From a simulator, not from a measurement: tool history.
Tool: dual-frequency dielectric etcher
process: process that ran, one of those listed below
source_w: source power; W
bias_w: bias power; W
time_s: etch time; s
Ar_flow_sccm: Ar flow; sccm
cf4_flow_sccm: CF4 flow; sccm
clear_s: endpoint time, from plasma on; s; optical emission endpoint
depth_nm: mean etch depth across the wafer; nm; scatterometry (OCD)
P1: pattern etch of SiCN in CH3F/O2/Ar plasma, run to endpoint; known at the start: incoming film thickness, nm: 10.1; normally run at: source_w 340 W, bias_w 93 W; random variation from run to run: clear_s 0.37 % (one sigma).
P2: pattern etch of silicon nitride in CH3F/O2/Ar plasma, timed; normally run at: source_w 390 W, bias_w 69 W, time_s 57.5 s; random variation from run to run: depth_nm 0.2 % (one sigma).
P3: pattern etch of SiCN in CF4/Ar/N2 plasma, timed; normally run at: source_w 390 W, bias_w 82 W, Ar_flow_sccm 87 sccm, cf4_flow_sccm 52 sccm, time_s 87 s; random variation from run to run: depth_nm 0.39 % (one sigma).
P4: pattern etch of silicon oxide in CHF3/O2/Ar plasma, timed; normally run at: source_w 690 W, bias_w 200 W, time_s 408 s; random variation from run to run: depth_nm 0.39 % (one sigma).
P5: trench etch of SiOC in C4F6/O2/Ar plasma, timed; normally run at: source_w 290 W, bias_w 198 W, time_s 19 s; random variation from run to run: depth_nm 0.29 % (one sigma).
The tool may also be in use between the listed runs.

run   hour  process  source_w  bias_w  time_s  Ar_flow_sccm  cf4_flow_sccm  hours since the last wet clean  hours since the last source power generator calibration  hours since the last bias power generator calibration  clear_s  depth_nm
  1    9.5       P1       340      93                                                                128.2                                                     2113                                                 1010.6   26.237
  2   14.9       P4       690     126     408                                                        133.6                                                   2118.4                                                   1016             762.73
  3   21.7       P1       210      72                                                                140.4                                                   2125.2                                                 1022.8    34.54
  4   30.4       P1       340     126                                                                149.1                                                   2133.9                                                 1031.5   23.518
  5   36.3       P2       390      69    57.5                                                          155                                                   2139.8                                                 1037.4             38.758
  6   41.1       P1       340      76                                                                159.8                                                   2144.6                                                 1042.2   28.363
  7   47.6       P3       390      82      87           103             52                           166.3                                                   2151.1                                                 1048.7             66.368
  8   57.3       P3       390      49      87            87             52                             176                                                   2160.8                                                 1058.4             56.876
  9   63.5       P1       440      93                                                                182.2                                                     2167                                                 1064.6   23.929
 10   69.2       P3       390      82      87            87             52                           187.9                                                   2172.7                                                 1070.3             68.217
 11   73.7       P3       390      82      54            87             52                           192.4                                                   2177.2                                                 1074.8             42.173
      80.8  -- bias power generator calibrated
 12   80.8       P2       260      69    57.5                                                        199.5                                                   2184.3                                                      0              33.18
 13   87.9       P1       340      93                                                                206.6                                                   2191.4                                                    7.1   26.304
 14   92.9       P5       410     198      19                                                        211.6                                                   2196.4                                                   12.1             41.129
 15  100.7       P4       690     200     408                                                        219.4                                                   2204.2                                                   19.9             878.63
 16  107.5       P2       390      91    57.5                                                        226.2                                                     2211                                                   26.7             42.579
 17  115.1       P5       290     132      19                                                        233.8                                                   2218.6                                                   34.3              31.63
 18    124       P1       240      93                                                                242.7                                                   2227.5                                                   43.2   29.933
 19  129.9       P1       440      67                                                                248.6                                                   2233.4                                                   49.1   26.696
 20  139.6       P1       340      93                                                                258.3                                                   2243.1                                                   58.8   26.281
 21  143.9       P5       290     198      19                                                        262.6                                                   2247.4                                                   63.1              35.87
 22  152.5       P1       340      93                                                                271.2                                                     2256                                                   71.7   26.327
 23  157.3       P5       290     198      19                                                          276                                                   2260.8                                                   76.5             35.897
 24  163.4       P3       470      82      87            87             52                           282.1                                                   2266.9                                                   82.6             80.127
 25  170.3       P4       690     200     253                                                          289                                                   2273.8                                                   89.5             549.22
 26  178.9       P4       520     200     408                                                        297.6                                                   2282.4                                                   98.1             788.95
 27    185       P4       690     200     408                                                        303.7                                                   2288.5                                                  104.2             888.62
 28  191.6       P1       340      93                                                                310.3                                                   2295.1                                                  110.8   26.227
 29  196.2       P3       390      82      87            87             52                           314.9                                                   2299.7                                                  115.4              67.98
 30  205.9       P5       290     198    12.5                                                        324.6                                                   2309.4                                                  125.1             23.705
 31  214.6       P3       390      82      87            87             35                           333.3                                                   2318.1                                                  133.8             63.936
 32  223.2       P2       390      69    82.5                                                        341.9                                                   2326.7                                                  142.4             55.663
 33  228.9       P1       340      93                                                                347.6                                                   2332.4                                                  148.1   26.376
 34  235.5       P1       340      93                                                                354.2                                                     2339                                                  154.7   26.482
 35  244.1       P1       340      93                                                                362.8                                                   2347.6                                                  163.3   26.512
     245.7  -- wet clean of the chamber
 36    251       P1       340      93                                                                  5.3                                                   2354.5                                                  170.2   26.707
 37  255.2       P1       340      93                                                                  9.5                                                   2358.7                                                  174.4   26.963
 38  260.7       P1       340      93                                                                   15                                                   2364.2                                                  179.9   26.711
 39    265       P1       340      93                                                                 19.3                                                   2368.5                                                  184.2   26.928
 40  272.4       P1       340      93                                                                 26.7                                                   2375.9                                                  191.6   26.902

What P1 gives has crept away from where it was. These 2 causes fit the log equally well, each at the size given:
A: source power that arrives under what is set, % = 4.91
B: bias power that arrives under what is set, % = 4.84
The creep began at about hour 228.9.
Why every other cause is out:
chamber walls in a state that lowers the etch rate, %: serviced at hour 245.7, which brought nothing back

4 check runs are offered, each on 2 wafers whose results are averaged, their results left as question marks. Which one tells the causes apart?
check 1  279.8       P3       390      82    66.5            87             52                                                                                                                                                                  ?
check 2  279.8       P2       280      69      75                                                                                                                                                                                               ?
check 3  279.8       P4       690     128   334.5                                                                                                                                                                                               ?
check 4  279.8       P5       400     198    13.5                                                                                                                                                                                               ?

What each check would give under each cause:
  check    result    if A    if B
check 1  depth_nm  49.815  51.112
check 2  depth_nm  43.675  43.752
check 3  depth_nm  615.44  618.22
check 4  depth_nm  28.396  28.496
How far apart the two closest causes lie, in the result that separates them most: check 1 2.57 %; check 2 0.18 %; check 3 0.45 %; check 4 0.35 %
Check 1 tells the causes apart: in the others they would give nearly the same result.

Then check 1 was run and gave: depth_nm 49.661 nm. Which cause is it?

It is A: source power that arrives under what is set, %.
